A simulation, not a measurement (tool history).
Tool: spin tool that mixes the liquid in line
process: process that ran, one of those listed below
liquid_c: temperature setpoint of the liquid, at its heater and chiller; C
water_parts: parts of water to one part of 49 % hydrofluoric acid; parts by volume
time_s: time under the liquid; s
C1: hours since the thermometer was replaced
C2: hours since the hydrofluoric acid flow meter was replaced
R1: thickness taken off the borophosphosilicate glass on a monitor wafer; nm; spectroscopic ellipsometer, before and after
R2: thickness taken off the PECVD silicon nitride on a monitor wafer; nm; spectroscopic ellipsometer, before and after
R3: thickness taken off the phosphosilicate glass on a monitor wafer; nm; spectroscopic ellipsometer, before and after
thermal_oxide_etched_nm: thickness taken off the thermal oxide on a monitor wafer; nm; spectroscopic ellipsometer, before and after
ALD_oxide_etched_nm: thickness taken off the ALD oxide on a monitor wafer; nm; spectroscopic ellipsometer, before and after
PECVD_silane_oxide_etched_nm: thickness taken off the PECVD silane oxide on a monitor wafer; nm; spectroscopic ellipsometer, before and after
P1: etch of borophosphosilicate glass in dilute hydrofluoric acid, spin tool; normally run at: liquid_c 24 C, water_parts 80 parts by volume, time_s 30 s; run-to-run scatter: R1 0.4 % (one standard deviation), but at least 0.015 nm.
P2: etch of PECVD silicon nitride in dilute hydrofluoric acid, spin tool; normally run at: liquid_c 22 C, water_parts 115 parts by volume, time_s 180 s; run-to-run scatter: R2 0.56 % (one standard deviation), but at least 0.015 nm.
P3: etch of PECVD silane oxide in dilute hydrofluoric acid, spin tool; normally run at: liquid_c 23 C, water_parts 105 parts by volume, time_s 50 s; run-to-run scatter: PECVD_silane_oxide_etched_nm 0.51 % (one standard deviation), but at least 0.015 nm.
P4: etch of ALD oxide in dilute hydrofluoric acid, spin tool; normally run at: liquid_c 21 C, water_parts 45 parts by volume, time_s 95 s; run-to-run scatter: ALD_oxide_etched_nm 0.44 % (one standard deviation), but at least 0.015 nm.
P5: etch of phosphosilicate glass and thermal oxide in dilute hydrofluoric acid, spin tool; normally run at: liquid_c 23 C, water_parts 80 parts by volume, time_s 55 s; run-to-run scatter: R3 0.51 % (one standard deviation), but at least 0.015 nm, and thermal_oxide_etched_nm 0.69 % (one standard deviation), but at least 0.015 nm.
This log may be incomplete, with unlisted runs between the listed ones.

run 1 hour=6.9 | process=P1 liquid_c=24 water_parts=80 time_s=30 | C1=428.3 C2=556 | R1=12.092
run 2 hour=15.5 | process=P1 liquid_c=24 water_parts=20 time_s=30 | C1=436.9 C2=564.6 | R1=52.291
run 3 hour=21.1 | process=P2 liquid_c=22 water_parts=115 time_s=180 | C1=442.5 C2=570.2 | R2=8.1562
run 4 hour=29.9 | process=P1 liquid_c=24 water_parts=80 time_s=30 | C1=451.3 C2=579 | R1=12.155
run 5 hour=35.9 | process=P1 liquid_c=24 water_parts=80 time_s=30 | C1=457.3 C2=585 | R1=12.106
run 6 hour=43.1 | process=P5 liquid_c=23 water_parts=80 time_s=85 | C1=464.5 C2=592.2 | R3=61.644 thermal_oxide_etched_nm=4.8778
run 7 hour=53.2 | process=P1 liquid_c=31.5 water_parts=80 time_s=30 | C1=474.6 C2=602.3 | R1=16.221
run 8 hour=59.4 | process=P1 liquid_c=24 water_parts=80 time_s=30 | C1=480.8 C2=608.5 | R1=12.129
run 9 hour=65.3 | process=P1 liquid_c=19.5 water_parts=80 time_s=30 | C1=486.7 C2=614.4 | R1=10.139
run 10 hour=70.6 | process=P4 liquid_c=21 water_parts=25 time_s=95 | C1=492 C2=619.7 | ALD_oxide_etched_nm=45.755
run 11 hour=81.1 | process=P3 liquid_c=23 water_parts=105 time_s=50 | C1=502.5 C2=630.2 | PECVD_silane_oxide_etched_nm=19.29
run 12 hour=89.6 | process=P1 liquid_c=24 water_parts=135 time_s=30 | C1=511 C2=638.7 | R1=6.7125
run 13 hour=96.2 | process=P3 liquid_c=23 water_parts=45 time_s=50 | C1=517.6 C2=645.3 | PECVD_silane_oxide_etched_nm=48.122
run 14 hour=103.2 | process=P2 liquid_c=22 water_parts=180 time_s=180 | C1=524.6 C2=652.3 | R2=5.2808
run 15 hour=112.4 | process=P2 liquid_c=22 water_parts=115 time_s=60 | C1=533.8 C2=661.5 | R2=2.757
run 16 hour=121.3 | process=P2 liquid_c=22 water_parts=115 time_s=180 | C1=542.7 C2=670.4 | R2=8.1798
run 17 hour=130.4 | process=P1 liquid_c=24 water_parts=80 time_s=15 | C1=551.8 C2=679.5 | R1=6.0335
run 18 hour=139.6 | process=P4 liquid_c=17.5 water_parts=45 time_s=95 | C1=561 C2=688.7 | ALD_oxide_etched_nm=21.592
run 19 hour=150.2 | process=P5 liquid_c=17 water_parts=80 time_s=55 | C1=571.6 C2=699.3 | R3=30.79 thermal_oxide_etched_nm=2.4809
run 20 hour=160 | process=P1 liquid_c=24 water_parts=80 time_s=30 | C1=581.4 C2=709.1 | R1=12.166
-- hour=160.2 hydrofluoric acid flow meter replaced
run 21 hour=168.5 | process=P1 liquid_c=24 water_parts=45 time_s=15 | C1=589.9 C2=8.3 | R1=11.305
run 22 hour=176.8 | process=P1 liquid_c=24 water_parts=80 time_s=30 | C1=598.2 C2=16.6 | R1=12.04
run 23 hour=184.5 | process=P2 liquid_c=27 water_parts=115 time_s=180 | C1=605.9 C2=24.3 | R2=11.425
run 24 hour=194.1 | process=P3 liquid_c=23 water_parts=105 time_s=50 | C1=615.5 C2=33.9 | PECVD_silane_oxide_etched_nm=19.167
run 25 hour=199.6 | process=P1 liquid_c=24 water_parts=80 time_s=45 | C1=621 C2=39.4 | R1=18.168
run 26 hour=206.5 | process=P1 liquid_c=24 water_parts=80 time_s=30 | C1=627.9 C2=46.3 | R1=12.141
run 27 hour=217.1 | process=P3 liquid_c=23 water_parts=105 time_s=20 | C1=638.5 C2=56.9 | PECVD_silane_oxide_etched_nm=7.6915
run 28 hour=226.9 | process=P4 liquid_c=21 water_parts=45 time_s=95 | C1=648.3 C2=66.7 | ALD_oxide_etched_nm=24.939
run 29 hour=232.8 | process=P5 liquid_c=23 water_parts=125 time_s=55 | C1=654.2 C2=72.6 | R3=23.924 thermal_oxide_etched_nm=1.9319
run 30 hour=242.5 | process=P5 liquid_c=23 water_parts=80 time_s=55 | C1=663.9 C2=82.3 | R3=39.709 thermal_oxide_etched_nm=3.1588
run 31 hour=249.6 | process=P4 liquid_c=21 water_parts=45 time_s=135 | C1=671 C2=89.4 | ALD_oxide_etched_nm=35.382
run 32 hour=254.6 | process=P3 liquid_c=29.5 water_parts=105 time_s=50 | C1=676 C2=94.4 | PECVD_silane_oxide_etched_nm=24.929
run 33 hour=264.6 | process=P4 liquid_c=21 water_parts=45 time_s=95 | C1=686 C2=104.4 | ALD_oxide_etched_nm=24.998
run 34 hour=276 | process=P1 liquid_c=24 water_parts=80 time_s=30 | C1=697.4 C2=115.8 | R1=12.046
run 35 hour=287.3 | process=P1 liquid_c=24 water_parts=80 time_s=30 | C1=708.7 C2=127.1 | R1=11.614
run 36 hour=294 | process=P1 liquid_c=24 water_parts=80 time_s=30 | C1=715.4 C2=133.8 | R1=11.409
run 37 hour=299.2 | process=P1 liquid_c=24 water_parts=80 time_s=30 | C1=720.6 C2=139 | R1=11.388
run 38 hour=310.1 | process=P1 liquid_c=24 water_parts=80 time_s=30 | C1=731.5 C2=149.9 | R1=11.29
run 39 hour=319.4 | process=P1 liquid_c=24 water_parts=80 time_s=30 | C1=740.8 C2=159.2 | R1=11.235
run 40 hour=326.1 | process=P1 liquid_c=24 water_parts=80 time_s=30 | C1=747.5 C2=165.9 | R1=11.13
run 41 hour=336.3 | process=P1 liquid_c=24 water_parts=80 time_s=30 | C1=757.7 C2=176.1 | R1=11.103
run 42 hour=342.5 | process=P1 liquid_c=24 water_parts=80 time_s=30 | C1=763.9 C2=182.3 | R1=11.164

P1 no longer gives what it gave before; its output has crept away from where it was. The following 2 causes, each at its listed size, fit the log equally well:
A: liquid colder than its thermometer reads (K) = 2.07
B: hydrofluoric acid flow below the setpoint (%) = 7.31
The drift started at roughly hour 276.

Of the 4 check runs listed below, each run on one wafer and each result written as a question mark, which would let you distinguish the listed causes because they would give clearly different results?
run check 1 hour=348.7 | process=P4 liquid_c=21 water_parts=45 time_s=95 | ALD_oxide_etched_nm=?
run check 2 hour=348.7 | process=P3 liquid_c=23 water_parts=105 time_s=50 | PECVD_silane_oxide_etched_nm=?
run check 3 hour=348.7 | process=P5 liquid_c=23 water_parts=80 time_s=55 | R3=? thermal_oxide_etched_nm=?
run check 4 hour=348.7 | process=P2 liquid_c=22 water_parts=115 time_s=180 | R2=?

How each check would come out, cause by cause:
check=check_1 result=ALD_oxide_etched_nm if_A=22.879 if_B=23.062
check=check_2 result=PECVD_silane_oxide_etched_nm if_A=17.656 if_B=17.613
check=check_3 result=R3 if_A=36.463 if_B=36.5
check=check_3 result=thermal_oxide_etched_nm if_A=2.9175 if_B=2.9205
check=check_4 result=R2 if_A=7.1408 if_B=7.6163
Separation of the two closest causes in each check, using whichever result separates them best: check 1 0.79 %; check 2 0.24 %; check 3 0.1 %; check 4 6.45 %
Check 4 tells the causes apart: in the others they would give nearly the same result.

Here is what check 4 returned: R2 7.1749 nm. Which cause is it?

The correct cause is A, namely: liquid colder than its thermometer reads (K).

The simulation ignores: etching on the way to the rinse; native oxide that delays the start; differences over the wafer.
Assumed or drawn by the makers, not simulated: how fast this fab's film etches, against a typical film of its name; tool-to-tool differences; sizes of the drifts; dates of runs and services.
